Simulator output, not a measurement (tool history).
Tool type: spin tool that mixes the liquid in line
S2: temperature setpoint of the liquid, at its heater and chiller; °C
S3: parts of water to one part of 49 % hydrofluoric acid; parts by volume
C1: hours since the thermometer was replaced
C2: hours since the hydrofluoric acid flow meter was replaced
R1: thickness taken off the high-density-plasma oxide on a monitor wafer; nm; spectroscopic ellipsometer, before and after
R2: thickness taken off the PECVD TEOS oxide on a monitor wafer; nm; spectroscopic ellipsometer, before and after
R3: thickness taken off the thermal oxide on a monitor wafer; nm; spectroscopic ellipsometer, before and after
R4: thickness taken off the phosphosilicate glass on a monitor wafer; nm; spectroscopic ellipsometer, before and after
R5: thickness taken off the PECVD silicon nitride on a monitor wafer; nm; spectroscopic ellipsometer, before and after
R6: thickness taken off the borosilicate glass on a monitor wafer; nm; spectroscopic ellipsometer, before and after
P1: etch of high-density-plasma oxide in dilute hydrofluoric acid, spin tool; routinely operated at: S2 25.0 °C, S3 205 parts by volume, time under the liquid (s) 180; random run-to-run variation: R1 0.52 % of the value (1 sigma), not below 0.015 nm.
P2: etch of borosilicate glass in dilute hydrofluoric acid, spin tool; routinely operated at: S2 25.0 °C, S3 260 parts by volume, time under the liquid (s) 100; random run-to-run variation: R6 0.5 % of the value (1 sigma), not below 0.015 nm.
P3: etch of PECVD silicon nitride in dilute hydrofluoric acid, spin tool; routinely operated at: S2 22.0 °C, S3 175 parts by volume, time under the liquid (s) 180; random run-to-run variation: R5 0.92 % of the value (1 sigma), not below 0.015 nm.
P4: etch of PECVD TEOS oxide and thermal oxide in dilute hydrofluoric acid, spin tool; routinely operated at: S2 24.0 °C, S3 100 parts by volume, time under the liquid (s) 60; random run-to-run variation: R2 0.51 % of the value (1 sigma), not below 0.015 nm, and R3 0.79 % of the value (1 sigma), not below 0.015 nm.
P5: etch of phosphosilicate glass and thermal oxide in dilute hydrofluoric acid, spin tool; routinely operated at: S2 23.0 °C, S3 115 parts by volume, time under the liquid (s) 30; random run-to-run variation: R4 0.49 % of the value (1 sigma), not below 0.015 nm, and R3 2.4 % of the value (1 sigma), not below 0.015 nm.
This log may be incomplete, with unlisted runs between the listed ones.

run 1 hour=12.0 | process_that_ran=P1 S2=25.0 S3=205 time_under_the_liquid_(s)=180 | C1=359.8 C2=1199.4 | R1=4.3835
run 2 hour=26.1 | process_that_ran=P4 S2=24.0 S3=100 time_under_the_liquid_(s)=15 | C1=373.9 C2=1213.5 | R2=4.2028 R3=0.68838
run 3 hour=41.4 | process_that_ran=P5 S2=23.0 S3=115 time_under_the_liquid_(s)=15 | C1=389.2 C2=1228.8 | R3=0.58348 R4=23.513
run 4 hour=51.0 | process_that_ran=P3 S2=22.0 S3=35 time_under_the_liquid_(s)=180 | C1=398.8 C2=1238.4 | R5=13.8840
run 5 hour=63.3 | process_that_ran=P2 S2=25.0 S3=260 time_under_the_liquid_(s)=15 | C1=411.1 C2=1250.7 | R6=1.8665
run 6 hour=76.5 | process_that_ran=P1 S2=25.0 S3=205 time_under_the_liquid_(s)=290 | C1=424.3 C2=1263.9 | R1=7.0612
run 7 hour=92.9 | process_that_ran=P1 S2=25.0 S3=205 time_under_the_liquid_(s)=55 | C1=440.7 C2=1280.3 | R1=1.3614
run 8 hour=100.9 | process_that_ran=P3 S2=22.0 S3=175 time_under_the_liquid_(s)=265 | C1=448.7 C2=1288.3 | R5=4.2918
run 9 hour=108.1 | process_that_ran=P1 S2=25.0 S3=300 time_under_the_liquid_(s)=295 | C1=455.9 C2=1295.5 | R1=4.3825
run 10 hour=122.0 | process_that_ran=P4 S2=24.0 S3=100 time_under_the_liquid_(s)=60 | C1=469.8 C2=1309.4 | R2=16.8780 R3=2.85740
run 11 hour=130.8 | process_that_ran=P4 S2=29.5 S3=100 time_under_the_liquid_(s)=60 | C1=478.6 C2=1318.2 | R2=20.8640 R3=3.56150
run 12 hour=140.2 | process_that_ran=P1 S2=31.5 S3=205 time_under_the_liquid_(s)=180 | C1=488.0 C2=1327.6 | R1=5.4388
run 13 hour=148.6 | process_that_ran=P3 S2=22.0 S3=175 time_under_the_liquid_(s)=180 | C1=496.4 C2=1336.0 | R5=2.9435
run 14 hour=156.5 | process_that_ran=P3 S2=22.0 S3=175 time_under_the_liquid_(s)=180 | C1=504.3 C2=1343.9 | R5=2.8907
run 15 hour=171.2 | process_that_ran=P2 S2=25.0 S3=260 time_under_the_liquid_(s)=100 | C1=519.0 C2=1358.6 | R6=12.2520
-- hour=180.4 thermometer replaced
run 16 hour=183.0 | process_that_ran=P1 S2=25.0 S3=205 time_under_the_liquid_(s)=180 | C1=2.6 C2=1370.4 | R1=4.3840
run 17 hour=192.9 | process_that_ran=P5 S2=23.0 S3=115 time_under_the_liquid_(s)=30 | C1=12.5 C2=1380.3 | R3=1.10560 R4=47.372
run 18 hour=202.0 | process_that_ran=P1 S2=25.0 S3=285 time_under_the_liquid_(s)=180 | C1=21.6 C2=1389.4 | R1=2.8968
run 19 hour=216.2 | process_that_ran=P1 S2=20.5 S3=205 time_under_the_liquid_(s)=180 | C1=35.8 C2=1403.6 | R1=3.6936
run 20 hour=229.4 | process_that_ran=P1 S2=25.0 S3=205 time_under_the_liquid_(s)=180 | C1=49.0 C2=1416.8 | R1=4.3819
run 21 hour=238.1 | process_that_ran=P2 S2=25.0 S3=470 time_under_the_liquid_(s)=100 | C1=57.7 C2=1425.5 | R6=5.5485
run 22 hour=247.7 | process_that_ran=P1 S2=25.0 S3=205 time_under_the_liquid_(s)=180 | C1=67.3 C2=1435.1 | R1=4.3405
run 23 hour=256.5 | process_that_ran=P4 S2=24.0 S3=170 time_under_the_liquid_(s)=60 | C1=76.1 C2=1443.9 | R2=9.1379 R3=1.53380
run 24 hour=269.5 | process_that_ran=P1 S2=28.0 S3=315 time_under_the_liquid_(s)=180 | C1=89.1 C2=1456.9 | R1=2.8191
run 25 hour=280.2 | process_that_ran=P1 S2=25.0 S3=205 time_under_the_liquid_(s)=180 | C1=99.8 C2=1467.6 | R1=4.4038
run 26 hour=288.3 | process_that_ran=P1 S2=20.5 S3=205 time_under_the_liquid_(s)=90 | C1=107.9 C2=1475.7 | R1=1.8308
run 27 hour=301.1 | process_that_ran=P1 S2=25.0 S3=205 time_under_the_liquid_(s)=180 | C1=120.7 C2=1488.5 | R1=4.3461
run 28 hour=310.0 | process_that_ran=P5 S2=31.0 S3=115 time_under_the_liquid_(s)=30 | C1=129.6 C2=1497.4 | R3=1.50270 R4=64.783
run 29 hour=321.3 | process_that_ran=P2 S2=31.5 S3=260 time_under_the_liquid_(s)=100 | C1=140.9 C2=1508.7 | R6=15.1580
run 30 hour=336.4 | process_that_ran=P5 S2=23.0 S3=190 time_under_the_liquid_(s)=30 | C1=156.0 C2=1523.8 | R3=0.63277 R4=26.385
run 31 hour=352.9 | process_that_ran=P1 S2=25.0 S3=85 time_under_the_liquid_(s)=180 | C1=172.5 C2=1540.3 | R1=12.1730
run 32 hour=363.0 | process_that_ran=P1 S2=25.0 S3=205 time_under_the_liquid_(s)=180 | C1=182.6 C2=1550.4 | R1=4.3616
run 33 hour=371.9 | process_that_ran=P3 S2=30.0 S3=175 time_under_the_liquid_(s)=180 | C1=191.5 C2=1559.3 | R5=4.7910
run 34 hour=380.6 | process_that_ran=P1 S2=25.0 S3=205 time_under_the_liquid_(s)=180 | C1=200.2 C2=1568.0 | R1=4.3498
run 35 hour=391.0 | process_that_ran=P1 S2=25.0 S3=205 time_under_the_liquid_(s)=180 | C1=210.6 C2=1578.4 | R1=4.4127
run 36 hour=405.0 | process_that_ran=P1 S2=25.0 S3=205 time_under_the_liquid_(s)=180 | C1=224.6 C2=1592.4 | R1=4.5602
run 37 hour=420.7 | process_that_ran=P1 S2=25.0 S3=205 time_under_the_liquid_(s)=180 | C1=240.3 C2=1608.1 | R1=4.6205
run 38 hour=428.6 | process_that_ran=P1 S2=25.0 S3=205 time_under_the_liquid_(s)=180 | C1=248.2 C2=1616.0 | R1=4.6318
run 39 hour=441.4 | process_that_ran=P1 S2=25.0 S3=205 time_under_the_liquid_(s)=180 | C1=261.0 C2=1628.8 | R1=4.6829
run 40 hour=457.0 | process_that_ran=P1 S2=25.0 S3=205 time_under_the_liquid_(s)=180 | C1=276.6 C2=1644.4 | R1=4.7103
run 41 hour=470.2 | process_that_ran=P1 S2=25.0 S3=205 time_under_the_liquid_(s)=180 | C1=289.8 C2=1657.6 | R1=4.6893
run 42 hour=486.0 | process_that_ran=P1 S2=25.0 S3=205 time_under_the_liquid_(s)=180 | C1=305.6 C2=1673.4 | R1=4.6795
run 43 hour=498.3 | process_that_ran=P1 S2=25.0 S3=205 time_under_the_liquid_(s)=180 | C1=317.9 C2=1685.7 | R1=4.7333
run 44 hour=509.3 | process_that_ran=P1 S2=25.0 S3=205 time_under_the_liquid_(s)=180 | C1=328.9 C2=1696.7 | R1=4.7251
run 45 hour=517.8 | process_that_ran=P1 S2=25.0 S3=205 time_under_the_liquid_(s)=180 | C1=337.4 C2=1705.2 | R1=4.7426

What P1 gives has crept away from where it was. These 2 causes fit the log equally well, each at the size given:
A: liquid hotter than its thermometer reads (K) = 2.38
B: hydrofluoric acid flow above the setpoint (%) = 7.25
The drift started at roughly hour 380.6.

Below are 4 check runs, each on a single wafer, with their results shown as question marks. Which of them would tell the listed causes apart, meaning the causes would give clearly different results under it?
run check 1 hour=526.3 | process_that_ran=P3 S2=22.0 S3=65 time_under_the_liquid_(s)=180 | R5=?
run check 2 hour=526.3 | process_that_ran=P5 S2=29.5 S3=180 time_under_the_liquid_(s)=30 | R3=? R4=?
run check 3 hour=526.3 | process_that_ran=P4 S2=24.0 S3=135 time_under_the_liquid_(s)=15 | R2=? R3=?
run check 4 hour=526.3 | process_that_ran=P2 S2=28.0 S3=260 time_under_the_liquid_(s)=100 | R6=?

Predicted outcomes, by check and by cause:
check=check_1 result=R5 if_A=8.9980 if_B=8.2077
check=check_2 result=R3 if_A=0.92256 if_B=0.92474
check=check_2 result=R4 if_A=38.842 if_B=38.935
check=check_3 result=R2 if_A=3.2709 if_B=3.2380
check=check_3 result=R3 if_A=0.55438 if_B=0.54880
check=check_4 result=R6 if_A=14.7430 if_B=14.8910
Smallest distance between any two causes, each pair judged by its most separating result, in per cent: check 1 9.19 %; check 2 0.24 %; check 3 1.01 %; check 4 1 %
Of the check runs offered, only check 1 discriminates between the causes; the rest would read about the same regardless of which cause applies.

With check 1 done, the readings were: R5 9.1422 nm. Identify which of the listed causes applies.

The correct cause is A, namely: liquid hotter than its thermometer reads (K).
